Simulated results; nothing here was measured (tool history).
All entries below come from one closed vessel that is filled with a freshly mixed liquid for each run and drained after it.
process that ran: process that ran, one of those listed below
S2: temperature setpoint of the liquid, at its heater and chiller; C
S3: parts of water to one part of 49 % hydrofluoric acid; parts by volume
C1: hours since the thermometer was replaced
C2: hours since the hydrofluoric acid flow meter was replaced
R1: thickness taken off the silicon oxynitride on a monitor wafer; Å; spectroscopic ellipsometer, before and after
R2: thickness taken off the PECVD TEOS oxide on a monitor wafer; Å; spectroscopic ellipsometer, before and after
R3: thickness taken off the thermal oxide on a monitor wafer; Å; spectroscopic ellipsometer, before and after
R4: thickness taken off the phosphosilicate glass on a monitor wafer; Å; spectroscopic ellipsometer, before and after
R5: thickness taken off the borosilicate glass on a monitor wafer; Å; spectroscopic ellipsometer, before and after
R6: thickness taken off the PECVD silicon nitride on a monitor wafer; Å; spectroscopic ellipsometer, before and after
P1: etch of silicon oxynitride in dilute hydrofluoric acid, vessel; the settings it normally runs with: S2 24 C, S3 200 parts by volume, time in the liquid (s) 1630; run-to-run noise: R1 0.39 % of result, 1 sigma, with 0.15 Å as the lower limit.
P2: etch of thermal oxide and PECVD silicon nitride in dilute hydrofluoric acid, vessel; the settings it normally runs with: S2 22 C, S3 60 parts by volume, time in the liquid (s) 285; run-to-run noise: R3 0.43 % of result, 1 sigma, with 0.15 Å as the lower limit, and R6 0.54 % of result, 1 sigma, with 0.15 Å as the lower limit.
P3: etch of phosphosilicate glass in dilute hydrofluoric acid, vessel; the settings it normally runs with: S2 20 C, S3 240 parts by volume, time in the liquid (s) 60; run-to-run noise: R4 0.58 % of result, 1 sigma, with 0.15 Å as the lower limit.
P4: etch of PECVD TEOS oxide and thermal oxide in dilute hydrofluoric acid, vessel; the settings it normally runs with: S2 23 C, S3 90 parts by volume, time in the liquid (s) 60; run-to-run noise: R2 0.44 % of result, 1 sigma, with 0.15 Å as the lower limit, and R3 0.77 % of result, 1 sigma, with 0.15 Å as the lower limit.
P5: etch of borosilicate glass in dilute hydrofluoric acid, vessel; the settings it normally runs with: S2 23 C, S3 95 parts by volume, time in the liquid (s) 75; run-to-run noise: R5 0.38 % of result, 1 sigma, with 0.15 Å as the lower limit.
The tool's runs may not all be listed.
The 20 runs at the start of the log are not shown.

{"run": 21, "day": 5.412, "process that ran": "P2", "S2": 17, "S3": 60, "time in the liquid (s)": 285, "C1": 1756.9, "C2": 789.5, "R3": 178.91, "R6": 78.044}
{"run": 22, "day": 5.604, "process that ran": "P3", "S2": 20, "S3": 240, "time in the liquid (s)": 60, "C1": 1761.5, "C2": 794.1, "R4": 162.57}
{"run": 23, "day": 5.796, "process that ran": "P1", "S2": 24, "S3": 200, "time in the liquid (s)": 1630, "C1": 1766.1, "C2": 798.7, "R1": 373.53}
{"run": 24, "day": 6.025, "process that ran": "P3", "S2": 24.5, "S3": 240, "time in the liquid (s)": 60, "C1": 1771.6, "C2": 804.2, "R4": 193.29}
{"run": 25, "day": 6.242, "process that ran": "P1", "S2": 24, "S3": 200, "time in the liquid (s)": 1630, "C1": 1776.8, "C2": 809.4, "R1": 372.08}
{"run": 26, "day": 6.471, "process that ran": "P1", "S2": 24, "S3": 200, "time in the liquid (s)": 510, "C1": 1782.3, "C2": 814.9, "R1": 116.83}
{"run": 27, "day": 6.833, "process that ran": "P1", "S2": 24, "S3": 100, "time in the liquid (s)": 1630, "C1": 1791, "C2": 823.6, "R1": 802.58}
{"run": 28, "day": 7.154, "process that ran": "P1", "S2": 24, "S3": 200, "time in the liquid (s)": 1630, "C1": 1798.7, "C2": 831.3, "R1": 371.01}
{"run": 29, "day": 7.483, "process that ran": "P2", "S2": 22, "S3": 20, "time in the liquid (s)": 285, "C1": 1806.6, "C2": 839.2, "R3": 700.08, "R6": 316.3}
{"run": 30, "day": 7.725, "process that ran": "P1", "S2": 24, "S3": 200, "time in the liquid (s)": 1630, "C1": 1812.4, "C2": 845, "R1": 369.85}

Run 31 has not been measured yet. What should we expect?
{"run": 31, "day": 8.071, "process that ran": "P1", "S2": 24, "S3": 200, "time in the liquid (s)": 1630, "C1": 1820.7, "C2": 853.3, "R1": "?"}

{"run 31": {"R1": 358.95}}
